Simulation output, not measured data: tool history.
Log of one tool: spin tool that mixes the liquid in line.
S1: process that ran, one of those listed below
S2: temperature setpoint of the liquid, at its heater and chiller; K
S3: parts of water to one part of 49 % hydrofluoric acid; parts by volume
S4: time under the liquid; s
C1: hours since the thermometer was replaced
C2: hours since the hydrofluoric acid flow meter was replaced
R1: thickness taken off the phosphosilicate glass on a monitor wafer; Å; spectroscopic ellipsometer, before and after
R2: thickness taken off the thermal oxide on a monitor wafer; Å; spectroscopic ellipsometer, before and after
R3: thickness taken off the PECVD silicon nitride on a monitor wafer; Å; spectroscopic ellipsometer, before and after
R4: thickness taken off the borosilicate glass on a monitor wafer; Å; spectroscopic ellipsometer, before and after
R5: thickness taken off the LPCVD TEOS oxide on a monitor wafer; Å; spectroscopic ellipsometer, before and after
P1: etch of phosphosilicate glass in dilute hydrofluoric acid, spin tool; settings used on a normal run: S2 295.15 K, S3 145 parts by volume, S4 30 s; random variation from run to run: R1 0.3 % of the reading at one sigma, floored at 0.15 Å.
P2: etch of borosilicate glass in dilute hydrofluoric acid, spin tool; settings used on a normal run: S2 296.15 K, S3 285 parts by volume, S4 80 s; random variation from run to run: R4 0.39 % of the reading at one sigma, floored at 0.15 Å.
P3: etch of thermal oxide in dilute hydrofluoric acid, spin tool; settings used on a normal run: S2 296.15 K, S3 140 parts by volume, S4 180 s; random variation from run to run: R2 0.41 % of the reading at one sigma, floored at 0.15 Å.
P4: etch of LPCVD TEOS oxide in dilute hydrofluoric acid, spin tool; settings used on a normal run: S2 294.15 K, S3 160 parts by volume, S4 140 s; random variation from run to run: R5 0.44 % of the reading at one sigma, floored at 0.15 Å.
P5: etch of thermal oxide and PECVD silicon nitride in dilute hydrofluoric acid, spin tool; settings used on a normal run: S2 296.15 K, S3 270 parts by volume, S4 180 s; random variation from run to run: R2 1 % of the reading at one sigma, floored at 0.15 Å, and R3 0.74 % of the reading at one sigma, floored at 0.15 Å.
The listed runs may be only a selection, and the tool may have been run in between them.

| run | hour | S1 | S2 | S3 | S4 | C1 | C2 | R1 | R2 | R3 | R4 | R5 |
|---|---|---|---|---|---|---|---|---|---|---|---|---|
| 1 | 2.5 | P1 | 295.15 | 145 | 30 | 408.5 | 452.1 | 243.64 |  |  |  |  |
| 2 | 7.1 | P3 | 296.15 | 140 | 35 | 413.1 | 456.7 |  | 10.52 |  |  |  |
| 3 | 10.9 | P1 | 302.65 | 145 | 50 | 416.9 | 460.5 | 540.07 |  |  |  |  |
| 4 | 13.8 | P1 | 295.15 | 145 | 30 | 419.8 | 463.4 | 244.25 |  |  |  |  |
| 5 | 16.8 | P1 | 295.15 | 145 | 30 | 422.8 | 466.4 | 243.96 |  |  |  |  |
| 6 | 19.6 | P3 | 303.15 | 140 | 180 | 425.6 | 469.2 |  | 70.204 |  |  |  |
| 7 | 22.9 | P3 | 296.15 | 140 | 180 | 428.9 | 472.5 |  | 53.985 |  |  |  |
| 8 | 26.6 | P5 | 296.15 | 270 | 15 | 432.6 | 476.2 |  | 2.1758 | 2.5418 |  |  |
| 9 | 29.9 | P5 | 296.15 | 270 | 180 | 435.9 | 479.5 |  | 23.944 | 30.019 |  |  |
| 10 | 32.3 | P1 | 300.65 | 245 | 30 | 438.3 | 481.9 | 157.5 |  |  |  |  |
| 11 | 36.8 | P3 | 296.15 | 45 | 180 | 442.8 | 486.4 |  | 185.86 |  |  |  |
| 12 | 38.9 | P1 | 295.15 | 145 | 30 | 444.9 | 488.5 | 243.4 |  |  |  |  |
| 13 | 42.7 | P5 | 304.15 | 270 | 180 | 448.7 | 492.3 |  | 32.913 | 47.733 |  |  |
| 14 | 46.8 | P5 | 296.15 | 455 | 180 | 452.8 | 496.4 |  | 11.966 | 17.52 |  |  |
| 15 | 49.6 | P2 | 296.15 | 95 | 80 | 455.6 | 499.2 |  |  |  | 306.73 |  |
| 16 | 52.4 | P1 | 295.15 | 145 | 15 | 458.4 | 502 | 121.87 |  |  |  |  |
| 17 | 56.8 | P1 | 300.65 | 145 | 30 | 462.8 | 506.4 | 300.9 |  |  |  |  |
| 18 | 60.5 | P2 | 296.15 | 285 | 15 | 466.5 | 510.1 |  |  |  | 15.723 |  |
| 19 | 62.5 | P4 | 294.15 | 160 | 140 | 468.5 | 512.1 |  |  |  |  | 168.5 |
| 20 | 65.8 | P4 | 294.15 | 160 | 140 | 471.8 | 515.4 |  |  |  |  | 167.2 |
| 21 | 69.6 | P1 | 295.15 | 145 | 65 | 475.6 | 519.2 | 530.1 |  |  |  |  |
| 22 | 72.1 | P1 | 291.15 | 145 | 30 | 478.1 | 521.7 | 208.28 |  |  |  |  |
| 23 | 75.7 | P1 | 295.15 | 75 | 55 | 481.7 | 525.3 | 933.89 |  |  |  |  |
| 24 | 79.4 | P1 | 295.15 | 210 | 30 | 485.4 | 529 | 156.66 |  |  |  |  |
| 25 | 83.9 | P1 | 295.15 | 145 | 30 | 489.9 | 533.5 | 244.41 |  |  |  |  |
| 26 | 86.4 | P2 | 301.15 | 285 | 80 | 492.4 | 536 |  |  |  | 99.416 |  |
| 27 | 90.7 | P4 | 294.15 | 55 | 140 | 496.7 | 540.3 |  |  |  |  | 545.55 |
| 28 | 92.9 | P4 | 301.65 | 160 | 140 | 498.9 | 542.5 |  |  |  |  | 222.24 |
|  | 93.1 | hydrofluoric acid flow meter replaced |
| 29 | 96 | P2 | 296.15 | 285 | 80 | 502 | 3 |  |  |  | 83.752 |  |
| 30 | 99.7 | P4 | 294.15 | 160 | 235 | 505.7 | 6.7 |  |  |  |  | 280.19 |
| 31 | 103.9 | P1 | 295.15 | 70 | 30 | 509.9 | 10.9 | 550.26 |  |  |  |  |
| 32 | 107.5 | P1 | 295.15 | 145 | 30 | 513.5 | 14.5 | 244.27 |  |  |  |  |
| 33 | 109.5 | P1 | 295.15 | 145 | 30 | 515.5 | 16.5 | 238.59 |  |  |  |  |
| 34 | 112.1 | P1 | 295.15 | 145 | 30 | 518.1 | 19.1 | 232.38 |  |  |  |  |
| 35 | 115.1 | P1 | 295.15 | 145 | 30 | 521.1 | 22.1 | 228.54 |  |  |  |  |
| 36 | 119 | P1 | 295.15 | 145 | 30 | 525 | 26 | 227.13 |  |  |  |  |
| 37 | 122.1 | P1 | 295.15 | 145 | 30 | 528.1 | 29.1 | 224.73 |  |  |  |  |
| 38 | 126 | P1 | 295.15 | 145 | 30 | 532 | 33 | 225.31 |  |  |  |  |
| 39 | 128.1 | P1 | 295.15 | 145 | 30 | 534.1 | 35.1 | 224.46 |  |  |  |  |
| 40 | 132.1 | P1 | 295.15 | 145 | 30 | 538.1 | 39.1 | 224.3 |  |  |  |  |

P1 no longer gives what it gave before; its output has crept away from where it was. The following 2 causes, each at its listed size, fit the log equally well:
A: liquid colder than its thermometer reads (K) = 2.15
B: hydrofluoric acid flow below the setpoint (%) = 7.03
The onset of the drift is placed at about hour 107.5.

4 check runs are offered, each on 3 wafers whose results are averaged, their results left as question marks. Which one tells the causes apart?
| check 1 | 136.1 | P3 | 300.65 | 140 | 180 |  |  |  | ? |  |  |  |
| check 2 | 136.1 | P2 | 296.15 | 180 | 15 |  |  |  |  |  | ? |  |
| check 3 | 136.1 | P5 | 296.15 | 270 | 80 |  |  |  | ? | ? |  |  |
| check 4 | 136.1 | P4 | 297.15 | 160 | 195 |  |  |  |  |  |  | ? |

How each check would come out, cause by cause:
| check | result | if A | if B |
|---|---|---|---|
| check 1 | R2 | 58.56 | 58.248 |
| check 2 | R4 | 25.455 | 25.325 |
| check 3 | R2 | 9.9859 | 9.8397 |
| check 3 | R3 | 11.506 | 12.26 |
| check 4 | R5 | 240.52 | 239.58 |
Smallest distance between any two causes, each pair judged by its most separating result, in per cent: check 1 0.53 %; check 2 0.51 %; check 3 6.35 %; check 4 0.39 %
The causes can be told apart only by check 3. The other checks would give nearly the same results under each of them.

Running check 3 produced the following: R2 10.036 Å; R3 11.608 Å. Which one of the listed causes fits?

The cause is A: liquid colder than its thermometer reads (K).

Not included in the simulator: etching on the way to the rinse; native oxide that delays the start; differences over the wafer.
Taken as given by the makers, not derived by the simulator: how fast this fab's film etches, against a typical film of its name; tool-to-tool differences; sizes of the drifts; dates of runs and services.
